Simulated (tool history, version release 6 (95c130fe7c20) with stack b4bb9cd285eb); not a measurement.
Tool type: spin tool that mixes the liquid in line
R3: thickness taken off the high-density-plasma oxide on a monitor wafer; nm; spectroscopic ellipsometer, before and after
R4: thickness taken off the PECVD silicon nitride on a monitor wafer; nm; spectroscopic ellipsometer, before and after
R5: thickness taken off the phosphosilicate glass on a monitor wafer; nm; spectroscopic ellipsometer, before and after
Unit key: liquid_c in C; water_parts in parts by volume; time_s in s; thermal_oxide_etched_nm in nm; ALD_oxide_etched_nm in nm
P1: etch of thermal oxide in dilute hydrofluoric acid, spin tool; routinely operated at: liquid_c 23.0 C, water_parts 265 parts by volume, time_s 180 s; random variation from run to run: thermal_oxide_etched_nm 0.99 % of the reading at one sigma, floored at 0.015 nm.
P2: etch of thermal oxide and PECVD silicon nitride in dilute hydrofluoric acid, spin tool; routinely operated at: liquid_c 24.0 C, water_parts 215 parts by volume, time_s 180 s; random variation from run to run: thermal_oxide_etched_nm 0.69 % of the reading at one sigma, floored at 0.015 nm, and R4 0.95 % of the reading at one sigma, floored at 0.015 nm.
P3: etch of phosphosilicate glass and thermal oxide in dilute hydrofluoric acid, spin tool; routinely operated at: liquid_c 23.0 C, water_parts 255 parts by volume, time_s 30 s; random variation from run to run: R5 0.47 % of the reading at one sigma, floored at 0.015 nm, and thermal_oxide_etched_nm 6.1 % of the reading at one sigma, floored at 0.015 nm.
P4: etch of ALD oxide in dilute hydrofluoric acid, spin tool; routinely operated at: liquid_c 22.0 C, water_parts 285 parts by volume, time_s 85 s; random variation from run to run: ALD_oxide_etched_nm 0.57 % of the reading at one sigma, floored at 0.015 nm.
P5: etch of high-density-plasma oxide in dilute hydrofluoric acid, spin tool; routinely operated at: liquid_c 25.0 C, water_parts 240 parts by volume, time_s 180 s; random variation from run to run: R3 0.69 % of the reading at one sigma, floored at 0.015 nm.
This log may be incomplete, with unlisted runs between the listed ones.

Run 1, hour 6.1: process P1, liquid_c 23.0 C, water_parts 265 parts by volume, time_s 180 s. Result: thermal_oxide_etched_nm 2.60360 nm.
Run 2, hour 13.2: process P4, liquid_c 26.5 C, water_parts 285 parts by volume, time_s 85 s. Result: ALD_oxide_etched_nm 4.7350 nm.
Run 3, hour 19.3: process P5, liquid_c 25.0 C, water_parts 240 parts by volume, time_s 330 s. Result: R3 6.2750 nm.
Run 4, hour 23.2: process P1, liquid_c 23.0 C, water_parts 265 parts by volume, time_s 180 s. Result: thermal_oxide_etched_nm 2.63200 nm.
Run 5, hour 29.7: process P1, liquid_c 23.0 C, water_parts 405 parts by volume, time_s 180 s. Result: thermal_oxide_etched_nm 1.50670 nm.
Run 6, hour 34.3: process P2, liquid_c 24.0 C, water_parts 350 parts by volume, time_s 180 s. Result: thermal_oxide_etched_nm 1.80220 nm, R4 1.5196 nm.
Run 7, hour 40.9: process P1, liquid_c 23.0 C, water_parts 420 parts by volume, time_s 280 s. Result: thermal_oxide_etched_nm 2.19530 nm.
Run 8, hour 45.7: process P1, liquid_c 23.0 C, water_parts 265 parts by volume, time_s 180 s. Result: thermal_oxide_etched_nm 2.63790 nm.
Run 9, hour 50.7: process P5, liquid_c 31.0 C, water_parts 240 parts by volume, time_s 180 s. Result: R3 4.1958 nm.
Run 10, hour 54.8: process P3, liquid_c 23.0 C, water_parts 255 parts by volume, time_s 30 s. Result: thermal_oxide_etched_nm 0.47108 nm, R5 11.3360 nm.
Run 11, hour 61.1: process P3, liquid_c 30.5 C, water_parts 255 parts by volume, time_s 30 s. Result: thermal_oxide_etched_nm 0.52149 nm, R5 14.6900 nm.
Run 12, hour 69.8: process P4, liquid_c 22.0 C, water_parts 285 parts by volume, time_s 25 s. Result: ALD_oxide_etched_nm 1.1861 nm.
Run 13, hour 77.6: process P3, liquid_c 23.0 C, water_parts 410 parts by volume, time_s 30 s. Result: thermal_oxide_etched_nm 0.23865 nm, R5 6.1350 nm.
Run 14, hour 85.6: process P4, liquid_c 22.0 C, water_parts 125 parts by volume, time_s 85 s. Result: ALD_oxide_etched_nm 10.9220 nm.
Run 15, hour 93.8: process P5, liquid_c 25.0 C, water_parts 240 parts by volume, time_s 180 s. Result: R3 3.4315 nm.
Run 16, hour 98.2: process P1, liquid_c 19.0 C, water_parts 265 parts by volume, time_s 180 s. Result: thermal_oxide_etched_nm 2.27950 nm.
Run 17, hour 103.2: process P1, liquid_c 23.0 C, water_parts 440 parts by volume, time_s 320 s. Result: thermal_oxide_etched_nm 2.44270 nm.
Run 18, hour 110.5: process P2, liquid_c 24.0 C, water_parts 215 parts by volume, time_s 180 s. Result: thermal_oxide_etched_nm 3.35460 nm, R4 2.4633 nm.
Run 19, hour 116.1: process P1, liquid_c 23.0 C, water_parts 265 parts by volume, time_s 60 s. Result: thermal_oxide_etched_nm 0.90804 nm.
Run 20, hour 124.4: process P1, liquid_c 23.0 C, water_parts 265 parts by volume, time_s 180 s. Result: thermal_oxide_etched_nm 2.65750 nm.
Run 21, hour 133.0: process P4, liquid_c 22.0 C, water_parts 285 parts by volume, time_s 85 s. Result: ALD_oxide_etched_nm 4.1236 nm.
Run 22, hour 139.7: process P2, liquid_c 30.0 C, water_parts 215 parts by volume, time_s 180 s. Result: thermal_oxide_etched_nm 4.15070 nm, R4 3.5317 nm.
Run 23, hour 148.5: process P5, liquid_c 25.0 C, water_parts 430 parts by volume, time_s 180 s. Result: R3 1.5744 nm.
Run 24, hour 153.1: process P2, liquid_c 24.0 C, water_parts 215 parts by volume, time_s 180 s. Result: thermal_oxide_etched_nm 3.32170 nm, R4 2.4710 nm.
Run 25, hour 160.7: process P1, liquid_c 23.0 C, water_parts 265 parts by volume, time_s 180 s. Result: thermal_oxide_etched_nm 2.57520 nm.
Run 26, hour 165.9: process P5, liquid_c 25.0 C, water_parts 240 parts by volume, time_s 180 s. Result: R3 3.4146 nm.
Run 27, hour 173.7: process P1, liquid_c 23.0 C, water_parts 95 parts by volume, time_s 180 s. Result: thermal_oxide_etched_nm 8.93640 nm.
Run 28, hour 180.9: process P1, liquid_c 23.0 C, water_parts 265 parts by volume, time_s 350 s. Result: thermal_oxide_etched_nm 5.08840 nm.
Run 29, hour 189.6: process P2, liquid_c 24.0 C, water_parts 215 parts by volume, time_s 290 s. Result: thermal_oxide_etched_nm 5.33980 nm, R4 3.9689 nm.
Run 30, hour 194.6: process P1, liquid_c 23.0 C, water_parts 265 parts by volume, time_s 180 s. Result: thermal_oxide_etched_nm 2.67400 nm.
Run 31, hour 199.9: process P3, liquid_c 23.0 C, water_parts 255 parts by volume, time_s 30 s. Result: thermal_oxide_etched_nm 0.42017 nm, R5 11.3140 nm.
Run 32, hour 205.9: process P4, liquid_c 22.0 C, water_parts 285 parts by volume, time_s 85 s. Result: ALD_oxide_etched_nm 4.0415 nm.
Run 33, hour 210.3: process P1, liquid_c 27.5 C, water_parts 265 parts by volume, time_s 180 s. Result: thermal_oxide_etched_nm 3.09100 nm.
Run 34, hour 214.6: process P3, liquid_c 23.0 C, water_parts 255 parts by volume, time_s 15 s. Result: thermal_oxide_etched_nm 0.22526 nm, R5 5.6357 nm.
Run 35, hour 219.6: process P1, liquid_c 23.0 C, water_parts 265 parts by volume, time_s 180 s. Result: thermal_oxide_etched_nm 2.62390 nm.
Run 36, hour 226.8: process P1, liquid_c 23.0 C, water_parts 265 parts by volume, time_s 180 s. Result: thermal_oxide_etched_nm 2.54870 nm.
Run 37, hour 230.9: process P1, liquid_c 23.0 C, water_parts 265 parts by volume, time_s 180 s. Result: thermal_oxide_etched_nm 2.52910 nm.
Run 38, hour 238.9: process P1, liquid_c 23.0 C, water_parts 265 parts by volume, time_s 180 s. Result: thermal_oxide_etched_nm 2.47600 nm.
Run 39, hour 245.5: process P1, liquid_c 23.0 C, water_parts 265 parts by volume, time_s 180 s. Result: thermal_oxide_etched_nm 2.45770 nm.
Run 40, hour 253.8: process P1, liquid_c 23.0 C, water_parts 265 parts by volume, time_s 180 s. Result: thermal_oxide_etched_nm 2.41230 nm.
Run 41, hour 260.5: process P1, liquid_c 23.0 C, water_parts 265 parts by volume, time_s 180 s. Result: thermal_oxide_etched_nm 2.50380 nm.

Run 42, settings as shown, results not yet in. Your forecast:
Run 42, hour 264.6: process P1, liquid_c 23.0 C, water_parts 265 parts by volume, time_s 180 s. Result: thermal_oxide_etched_nm ?.

Run 42 produced thermal_oxide_etched_nm 2.45130 nm.
